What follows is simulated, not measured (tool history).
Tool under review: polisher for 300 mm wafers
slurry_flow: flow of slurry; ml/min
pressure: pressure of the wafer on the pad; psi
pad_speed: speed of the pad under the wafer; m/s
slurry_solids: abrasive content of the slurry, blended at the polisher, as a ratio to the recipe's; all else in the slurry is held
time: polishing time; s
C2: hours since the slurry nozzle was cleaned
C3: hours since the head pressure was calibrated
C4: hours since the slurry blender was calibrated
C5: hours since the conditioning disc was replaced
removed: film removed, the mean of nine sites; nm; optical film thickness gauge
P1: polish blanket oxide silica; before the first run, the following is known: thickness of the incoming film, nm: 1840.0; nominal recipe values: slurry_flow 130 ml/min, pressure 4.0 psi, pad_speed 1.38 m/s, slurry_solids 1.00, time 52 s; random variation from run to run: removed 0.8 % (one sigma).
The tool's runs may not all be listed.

{"run": 1, "day": 0.579, "slurry_flow": 130, "pressure": 4.0, "pad_speed": 1.38, "slurry_solids": 1.0, "time": 52, "wafers polished on this pad": 644, "C2": 267.7, "C3": 451.9, "C4": 49.7, "C5": 110.9, "removed": 167.3}
{"run": 2, "day": 1.029, "slurry_flow": 130, "pressure": 4.0, "pad_speed": 1.38, "slurry_solids": 0.65, "time": 52, "wafers polished on this pad": 756, "C2": 278.5, "C3": 462.7, "C4": 60.5, "C5": 121.7, "removed": 134.45}
{"day": 1.204, "done": "conditioning disc replaced and pad reconditioned"}
{"run": 3, "day": 1.296, "slurry_flow": 130, "pressure": 2.5, "pad_speed": 1.38, "slurry_solids": 1.0, "time": 52, "wafers polished on this pad": 823, "C2": 284.9, "C3": 469.1, "C4": 66.9, "C5": 2.3, "removed": 103.95}
{"run": 4, "day": 1.717, "slurry_flow": 165, "pressure": 4.0, "pad_speed": 1.38, "slurry_solids": 1.0, "time": 52, "wafers polished on this pad": 928, "C2": 295.0, "C3": 479.2, "C4": 77.0, "C5": 12.4, "removed": 175.78}
{"run": 5, "day": 2.179, "slurry_flow": 130, "pressure": 4.0, "pad_speed": 1.38, "slurry_solids": 1.0, "time": 52, "wafers polished on this pad": 1043, "C2": 306.1, "C3": 490.3, "C4": 88.1, "C5": 23.5, "removed": 169.55}
{"run": 6, "day": 2.721, "slurry_flow": 130, "pressure": 4.0, "pad_speed": 0.64, "slurry_solids": 1.0, "time": 52, "wafers polished on this pad": 1178, "C2": 319.1, "C3": 503.3, "C4": 101.1, "C5": 36.5, "removed": 91.95}
{"run": 7, "day": 3.221, "slurry_flow": 130, "pressure": 4.0, "pad_speed": 1.38, "slurry_solids": 1.0, "time": 52, "wafers polished on this pad": 1303, "C2": 331.1, "C3": 515.3, "C4": 113.1, "C5": 48.5, "removed": 166.99}
{"run": 8, "day": 3.783, "slurry_flow": 130, "pressure": 4.0, "pad_speed": 1.38, "slurry_solids": 1.35, "time": 52, "wafers polished on this pad": 1443, "C2": 344.6, "C3": 528.8, "C4": 126.6, "C5": 62.0, "removed": 189.9}
{"day": 3.992, "done": "head pressure recalibrated"}
{"run": 9, "day": 4.258, "slurry_flow": 130, "pressure": 4.0, "pad_speed": 2.16, "slurry_solids": 1.0, "time": 52, "wafers polished on this pad": 1561, "C2": 356.0, "C3": 6.4, "C4": 138.0, "C5": 73.4, "removed": 238.98}
{"run": 10, "day": 4.712, "slurry_flow": 130, "pressure": 4.0, "pad_speed": 1.38, "slurry_solids": 1.0, "time": 52, "wafers polished on this pad": 1675, "C2": 366.9, "C3": 17.3, "C4": 148.9, "C5": 84.3, "removed": 167.15}
{"run": 11, "day": 5.025, "slurry_flow": 130, "pressure": 4.0, "pad_speed": 0.98, "slurry_solids": 0.6, "time": 52, "wafers polished on this pad": 1753, "C2": 374.4, "C3": 24.8, "C4": 156.4, "C5": 91.8, "removed": 98.759}
{"run": 12, "day": 5.508, "slurry_flow": 80, "pressure": 4.0, "pad_speed": 1.38, "slurry_solids": 1.0, "time": 52, "wafers polished on this pad": 1873, "C2": 386.0, "C3": 36.4, "C4": 168.0, "C5": 103.4, "removed": 148.21}
{"run": 13, "day": 5.942, "slurry_flow": 130, "pressure": 6.2, "pad_speed": 1.38, "slurry_solids": 1.0, "time": 52, "wafers polished on this pad": 1981, "C2": 396.4, "C3": 46.8, "C4": 178.4, "C5": 113.8, "removed": 260.35}
{"run": 14, "day": 6.312, "slurry_flow": 130, "pressure": 4.0, "pad_speed": 1.38, "slurry_solids": 0.8, "time": 40, "wafers polished on this pad": 2074, "C2": 405.3, "C3": 55.7, "C4": 187.3, "C5": 122.7, "removed": 115.88}
{"run": 15, "day": 6.725, "slurry_flow": 130, "pressure": 4.0, "pad_speed": 1.38, "slurry_solids": 1.0, "time": 52, "wafers polished on this pad": 2176, "C2": 415.2, "C3": 65.6, "C4": 197.2, "C5": 132.6, "removed": 167.05}

What does the tool deliver on the next run?
{"run": 16, "day": 7.267, "slurry_flow": 130, "pressure": 4.0, "pad_speed": 1.38, "slurry_solids": 1.0, "time": 52, "wafers polished on this pad": 2311, "C2": 428.2, "C3": 78.6, "C4": 210.2, "C5": 145.6, "removed": "?"}

removed: 167.230 nm
